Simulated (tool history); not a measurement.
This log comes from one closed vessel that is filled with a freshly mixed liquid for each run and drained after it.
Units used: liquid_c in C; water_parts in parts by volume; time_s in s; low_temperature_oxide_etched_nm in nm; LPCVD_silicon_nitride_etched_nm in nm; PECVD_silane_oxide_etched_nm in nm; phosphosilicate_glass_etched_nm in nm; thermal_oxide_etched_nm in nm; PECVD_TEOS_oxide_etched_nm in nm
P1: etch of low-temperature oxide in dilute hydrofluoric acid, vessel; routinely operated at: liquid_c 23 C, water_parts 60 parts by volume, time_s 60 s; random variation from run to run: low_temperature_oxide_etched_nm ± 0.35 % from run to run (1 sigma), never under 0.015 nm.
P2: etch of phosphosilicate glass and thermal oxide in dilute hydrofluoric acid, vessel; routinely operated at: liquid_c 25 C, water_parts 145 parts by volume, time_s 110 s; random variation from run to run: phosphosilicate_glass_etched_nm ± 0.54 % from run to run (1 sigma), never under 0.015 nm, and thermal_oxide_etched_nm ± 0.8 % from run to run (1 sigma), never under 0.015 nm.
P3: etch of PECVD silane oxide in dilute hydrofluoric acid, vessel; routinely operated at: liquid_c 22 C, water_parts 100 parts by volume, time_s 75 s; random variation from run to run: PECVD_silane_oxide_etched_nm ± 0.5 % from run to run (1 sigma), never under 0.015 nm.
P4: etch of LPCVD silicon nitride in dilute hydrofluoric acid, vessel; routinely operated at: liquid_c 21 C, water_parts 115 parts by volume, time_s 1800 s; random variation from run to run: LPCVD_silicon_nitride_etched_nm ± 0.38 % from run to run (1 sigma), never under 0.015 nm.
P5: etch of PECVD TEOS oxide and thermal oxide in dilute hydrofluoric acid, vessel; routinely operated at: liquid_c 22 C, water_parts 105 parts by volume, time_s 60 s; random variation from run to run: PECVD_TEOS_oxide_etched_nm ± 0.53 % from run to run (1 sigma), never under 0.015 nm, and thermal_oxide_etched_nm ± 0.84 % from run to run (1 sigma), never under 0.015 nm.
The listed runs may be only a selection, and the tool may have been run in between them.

run	hour	process	liquid_c	water_parts	time_s	hours since the thermometer was replaced	hours since the hydrofluoric acid flow meter was replaced	low_temperature_oxide_etched_nm	LPCVD_silicon_nitride_etched_nm	PECVD_silane_oxide_etched_nm	phosphosilicate_glass_etched_nm	thermal_oxide_etched_nm	PECVD_TEOS_oxide_etched_nm
1	8.1	P1	23	60	60	691.2	353.3	22.843					
2	15.2	P4	21	115	1800	698.3	360.4		6.9552				
3	22.5	P1	23	95	60	705.6	367.7	13.94					
4	29.1	P1	23	60	60	712.2	374.3	22.906					
5	36.5	P3	18	100	75	719.6	381.7			13.722			
6	44.3	P2	25	145	110	727.4	389.5				45.046	3.5523	
7	51.1	P4	17	115	1800	734.2	396.3		5.2506				
8	56.1	P4	21	115	1800	739.2	401.3		6.9927				
9	60.3	P5	17	105	60	743.4	405.5					1.9574	5.0644
10	64.8	P1	23	20	60	747.9	410	73.079					
11	70	P2	17	145	110	753.1	415.2				33.287	2.5734	
12	77.5	P4	21	65	1800	760.6	422.7		12.246				
13	84.5	P1	23	60	30	767.6	429.7	11.507					
14	91.9	P5	22	105	30	775	437.1					1.2301	3.15
15	95.7	P1	23	60	60	778.8	440.9	22.982					
16	101.4	P5	22	105	60	784.5	446.6					2.4733	6.2741
17	107.5	P1	23	60	60	790.6	452.7	22.926					
18	115	P1	19	60	60	798.1	460.2	19.438					
19	121	P5	22	155	60	804.1	466.2					1.5741	4.0538
20	127.2	P1	23	60	90	810.3	472.4	34.295					
21	133	P2	25	145	195	816.1	478.2				79.875	6.2268	
22	137.1	P3	22	100	75	820.2	482.3			16.34			
# hour 141.3: hydrofluoric acid flow meter replaced
23	143.4	P2	25	145	110	826.5	2.2				45.374	3.4436	
24	146.9	P4	21	115	260	830	5.7		1.0443				
25	154.8	P3	22	100	30	837.9	13.6			6.5303			
26	160.6	P3	22	35	75	843.7	19.4			50.037			
27	165.7	P1	23	60	60	848.8	24.5	23.05					
28	173.3	P1	26.5	60	105	856.4	32.1	46.347					
29	177	P2	25	60	110	860.1	35.8				121.51	9.3186	
30	183.9	P1	28.5	60	60	867	42.7	28.606					
31	188.4	P1	23	60	60	871.5	47.2	22.904					
32	196.3	P1	23	60	60	879.4	55.1	23.804					
33	203.1	P1	23	60	60	886.2	61.9	23.984					
34	210.6	P1	23	60	60	893.7	69.4	24.263					
35	214.7	P1	23	60	60	897.8	73.5	24.496					
36	219.9	P1	23	60	60	903	78.7	24.506					
37	225.3	P1	23	60	60	908.4	84.1	24.618					
38	229.8	P1	23	60	60	912.9	88.6	24.696					
39	233.5	P1	23	60	60	916.6	92.3	24.696					
40	239.7	P1	23	60	60	922.8	98.5	24.76					
41	247.5	P1	23	60	60	930.6	106.3	24.614					

What P1 gives has crept away from where it was. These 2 causes fit the log equally well, each at the size given:
A: hydrofluoric acid flow above the setpoint (%) = 7.04
B: liquid hotter than its thermometer reads (K) = 1.79
The process output started creeping at around hour 188.4.

The check runs listed below each take one wafer, and their results are still question marks. Under which run would the listed causes lead to clearly different results?
check 1	255.3	P2	25	145	110						?	?	
check 2	255.3	P4	21	115	1800				?				
check 3	255.3	P5	22	105	60							?	?
check 4	255.3	P3	22	100	75					?			

Expected result of each check under each candidate cause:
check	result	if A	if B
check 1	phosphosilicate_glass_etched_nm	49.003	48.419
check 1	thermal_oxide_etched_nm	3.7893	3.7442
check 2	LPCVD_silicon_nitride_etched_nm	7.468	7.8722
check 3	thermal_oxide_etched_nm	2.6458	2.6332
check 3	PECVD_TEOS_oxide_etched_nm	6.7623	6.7301
check 4	PECVD_silane_oxide_etched_nm	17.482	17.409
Distance between the nearest two causes, measured in the result of the check that separates them most: check 1 1.2 %; check 2 5.27 %; check 3 0.48 %; check 4 0.42 %
Only check 2 tells the causes apart: in the others they would give nearly the same result.

The results of check 2 are: LPCVD_silicon_nitride_etched_nm 7.4865 nm. Based on these, which of the listed causes is it?

The cause is A: hydrofluoric acid flow above the setpoint (%).
